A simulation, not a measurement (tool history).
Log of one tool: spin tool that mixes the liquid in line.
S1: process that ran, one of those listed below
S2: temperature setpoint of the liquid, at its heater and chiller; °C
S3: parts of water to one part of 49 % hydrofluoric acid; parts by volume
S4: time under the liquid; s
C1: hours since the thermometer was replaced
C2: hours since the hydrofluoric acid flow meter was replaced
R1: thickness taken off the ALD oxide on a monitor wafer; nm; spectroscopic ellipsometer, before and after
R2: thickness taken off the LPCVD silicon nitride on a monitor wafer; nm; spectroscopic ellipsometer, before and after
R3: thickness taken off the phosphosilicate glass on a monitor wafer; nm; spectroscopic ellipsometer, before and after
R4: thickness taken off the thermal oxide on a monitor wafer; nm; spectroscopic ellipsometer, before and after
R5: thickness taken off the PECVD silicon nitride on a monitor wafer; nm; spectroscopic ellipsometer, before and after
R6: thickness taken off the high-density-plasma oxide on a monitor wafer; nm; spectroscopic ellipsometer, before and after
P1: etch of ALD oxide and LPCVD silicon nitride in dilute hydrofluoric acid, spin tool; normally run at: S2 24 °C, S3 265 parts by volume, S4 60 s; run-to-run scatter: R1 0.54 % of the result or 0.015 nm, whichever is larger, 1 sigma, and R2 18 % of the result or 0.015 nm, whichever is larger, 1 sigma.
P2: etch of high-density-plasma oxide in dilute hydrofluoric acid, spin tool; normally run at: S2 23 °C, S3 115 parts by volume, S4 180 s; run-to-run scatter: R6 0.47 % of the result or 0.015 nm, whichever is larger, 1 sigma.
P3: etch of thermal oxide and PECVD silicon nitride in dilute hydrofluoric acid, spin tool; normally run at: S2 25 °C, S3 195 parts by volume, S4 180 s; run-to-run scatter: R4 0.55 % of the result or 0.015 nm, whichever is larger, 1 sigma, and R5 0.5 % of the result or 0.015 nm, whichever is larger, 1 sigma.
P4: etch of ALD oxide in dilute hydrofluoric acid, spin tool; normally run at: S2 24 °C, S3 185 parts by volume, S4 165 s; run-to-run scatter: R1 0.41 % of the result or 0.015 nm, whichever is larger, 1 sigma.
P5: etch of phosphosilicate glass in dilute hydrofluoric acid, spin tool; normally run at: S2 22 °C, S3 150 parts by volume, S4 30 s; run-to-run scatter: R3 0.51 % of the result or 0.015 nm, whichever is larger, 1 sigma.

{"run": 1, "hour": 11.0, "S1": "P1", "S2": 24, "S3": 265, "S4": 60, "C1": 175.1, "C2": 268.1, "R1": 4.0589, "R2": 0.068088}
{"run": 2, "hour": 22.5, "S1": "P5", "S2": 22, "S3": 150, "S4": 15, "C1": 186.6, "C2": 279.6, "R3": 13.083}
{"run": 3, "hour": 31.9, "S1": "P3", "S2": 25, "S3": 195, "S4": 320, "C1": 196, "C2": 289, "R4": 6.8393, "R5": 7.34}
{"run": 4, "hour": 42.2, "S1": "P1", "S2": 24, "S3": 265, "S4": 30, "C1": 206.3, "C2": 299.3, "R1": 2.0256, "R2": 0.022307}
{"run": 5, "hour": 52.3, "S1": "P2", "S2": 23, "S3": 115, "S4": 180, "C1": 216.4, "C2": 309.4, "R6": 11.755}
{"run": 6, "hour": 65.1, "S1": "P3", "S2": 29.5, "S3": 195, "S4": 180, "C1": 229.2, "C2": 322.2, "R4": 4.6568, "R5": 5.4857}
{"run": 7, "hour": 78.2, "S1": "P1", "S2": 24, "S3": 150, "S4": 20, "C1": 242.3, "C2": 335.3, "R1": 2.7393, "R2": 0.053538}
{"run": 8, "hour": 89.0, "S1": "P1", "S2": 24, "S3": 265, "S4": 90, "C1": 253.1, "C2": 346.1, "R1": 6.1823, "R2": 0.19177}
{"run": 9, "hour": 99.7, "S1": "P1", "S2": 24, "S3": 265, "S4": 60, "C1": 263.8, "C2": 356.8, "R1": 4.0462, "R2": 0.15406}
{"run": 10, "hour": 112.5, "S1": "P1", "S2": 28, "S3": 120, "S4": 60, "C1": 276.6, "C2": 369.6, "R1": 12.263, "R2": 0.41484}
{"run": 11, "hour": 126.4, "S1": "P5", "S2": 22, "S3": 150, "S4": 30, "C1": 290.5, "C2": 383.5, "R3": 26.113}
{"run": 12, "hour": 138.0, "S1": "P5", "S2": 22, "S3": 150, "S4": 30, "C1": 302.1, "C2": 395.1, "R3": 26.025}
{"run": 13, "hour": 149.8, "S1": "P3", "S2": 25, "S3": 195, "S4": 180, "C1": 313.9, "C2": 406.9, "R4": 3.9621, "R5": 4.119}
{"run": 14, "hour": 159.0, "S1": "P3", "S2": 25, "S3": 300, "S4": 180, "C1": 323.1, "C2": 416.1, "R4": 2.2856, "R5": 2.6916}
{"run": 15, "hour": 170.0, "S1": "P4", "S2": 30, "S3": 185, "S4": 165, "C1": 334.1, "C2": 427.1, "R1": 11.306}
{"run": 16, "hour": 178.5, "S1": "P1", "S2": 24, "S3": 70, "S4": 60, "C1": 342.6, "C2": 435.6, "R1": 19.383, "R2": 0.51496}
{"run": 17, "hour": 191.3, "S1": "P4", "S2": 24, "S3": 185, "S4": 165, "C1": 355.4, "C2": 448.4, "R1": 9.0871}
{"run": 18, "hour": 199.8, "S1": "P2", "S2": 23, "S3": 115, "S4": 340, "C1": 363.9, "C2": 456.9, "R6": 22.014}
{"run": 19, "hour": 209.2, "S1": "P5", "S2": 29.5, "S3": 150, "S4": 30, "C1": 373.3, "C2": 466.3, "R3": 34.42}
{"run": 20, "hour": 221.1, "S1": "P2", "S2": 18.5, "S3": 115, "S4": 180, "C1": 385.2, "C2": 478.2, "R6": 9.7204}
{"run": 21, "hour": 234.2, "S1": "P2", "S2": 23, "S3": 215, "S4": 180, "C1": 398.3, "C2": 491.3, "R6": 5.6353}
{"run": 22, "hour": 243.0, "S1": "P1", "S2": 31, "S3": 265, "S4": 90, "C1": 407.1, "C2": 500.1, "R1": 7.7543, "R2": 0.34604}
{"run": 23, "hour": 254.8, "S1": "P1", "S2": 29, "S3": 265, "S4": 60, "C1": 418.9, "C2": 511.9, "R1": 4.8454, "R2": 0.21346}
{"run": 24, "hour": 267.6, "S1": "P1", "S2": 24, "S3": 265, "S4": 60, "C1": 431.7, "C2": 524.7, "R1": 4.1425, "R2": 0.12169}
{"run": 25, "hour": 274.5, "S1": "P1", "S2": 24, "S3": 460, "S4": 60, "C1": 438.6, "C2": 531.6, "R1": 1.9594, "R2": 0.057165}
{"run": 26, "hour": 288.3, "S1": "P4", "S2": 24, "S3": 185, "S4": 15, "C1": 452.4, "C2": 545.4, "R1": 0.84278}
{"run": 27, "hour": 294.8, "S1": "P1", "S2": 24, "S3": 265, "S4": 60, "C1": 458.9, "C2": 551.9, "R1": 4.0722, "R2": 0.19822}
{"run": 28, "hour": 304.4, "S1": "P5", "S2": 22, "S3": 275, "S4": 30, "C1": 468.5, "C2": 561.5, "R3": 12.49}
{"run": 29, "hour": 314.5, "S1": "P1", "S2": 24, "S3": 265, "S4": 60, "C1": 478.6, "C2": 571.6, "R1": 4.12, "R2": 0.13216}
{"run": 30, "hour": 324.6, "S1": "P4", "S2": 24, "S3": 255, "S4": 165, "C1": 488.7, "C2": 581.7, "R1": 6.1503}
{"run": 31, "hour": 335.1, "S1": "P2", "S2": 23, "S3": 115, "S4": 180, "C1": 499.2, "C2": 592.2, "R6": 11.707}
{"run": 32, "hour": 342.4, "S1": "P4", "S2": 24, "S3": 185, "S4": 165, "C1": 506.5, "C2": 599.5, "R1": 9.0959}
{"run": 33, "hour": 354.4, "S1": "P1", "S2": 17, "S3": 265, "S4": 60, "C1": 518.5, "C2": 611.5, "R1": 3.1839, "R2": 0.085406}
{"run": 34, "hour": 362.4, "S1": "P1", "S2": 24, "S3": 265, "S4": 60, "C1": 526.5, "C2": 619.5, "R1": 4.1307, "R2": 0.15735}
{"run": 35, "hour": 375.1, "S1": "P1", "S2": 24, "S3": 265, "S4": 60, "C1": 539.2, "C2": 632.2, "R1": 3.9193, "R2": 0.10108}
{"run": 36, "hour": 382.8, "S1": "P1", "S2": 24, "S3": 265, "S4": 60, "C1": 546.9, "C2": 639.9, "R1": 3.8573, "R2": 0.12976}
{"run": 37, "hour": 393.5, "S1": "P1", "S2": 24, "S3": 265, "S4": 60, "C1": 557.6, "C2": 650.6, "R1": 3.8375, "R2": 0.14282}
{"run": 38, "hour": 401.6, "S1": "P1", "S2": 24, "S3": 265, "S4": 60, "C1": 565.7, "C2": 658.7, "R1": 3.7803, "R2": 0.11593}
{"run": 39, "hour": 416.5, "S1": "P1", "S2": 24, "S3": 265, "S4": 60, "C1": 580.6, "C2": 673.6, "R1": 3.8089, "R2": 0.12181}
{"run": 40, "hour": 428.0, "S1": "P1", "S2": 24, "S3": 265, "S4": 60, "C1": 592.1, "C2": 685.1, "R1": 3.7784, "R2": 0.10926}

The next listed run, before its measurement:
{"run": 41, "hour": 436.4, "S1": "P1", "S2": 24, "S3": 265, "S4": 60, "C1": 600.5, "C2": 693.5, "R1": "?", "R2": "?"}

R1: 3.7653 nm
R2: 0.084072 nm

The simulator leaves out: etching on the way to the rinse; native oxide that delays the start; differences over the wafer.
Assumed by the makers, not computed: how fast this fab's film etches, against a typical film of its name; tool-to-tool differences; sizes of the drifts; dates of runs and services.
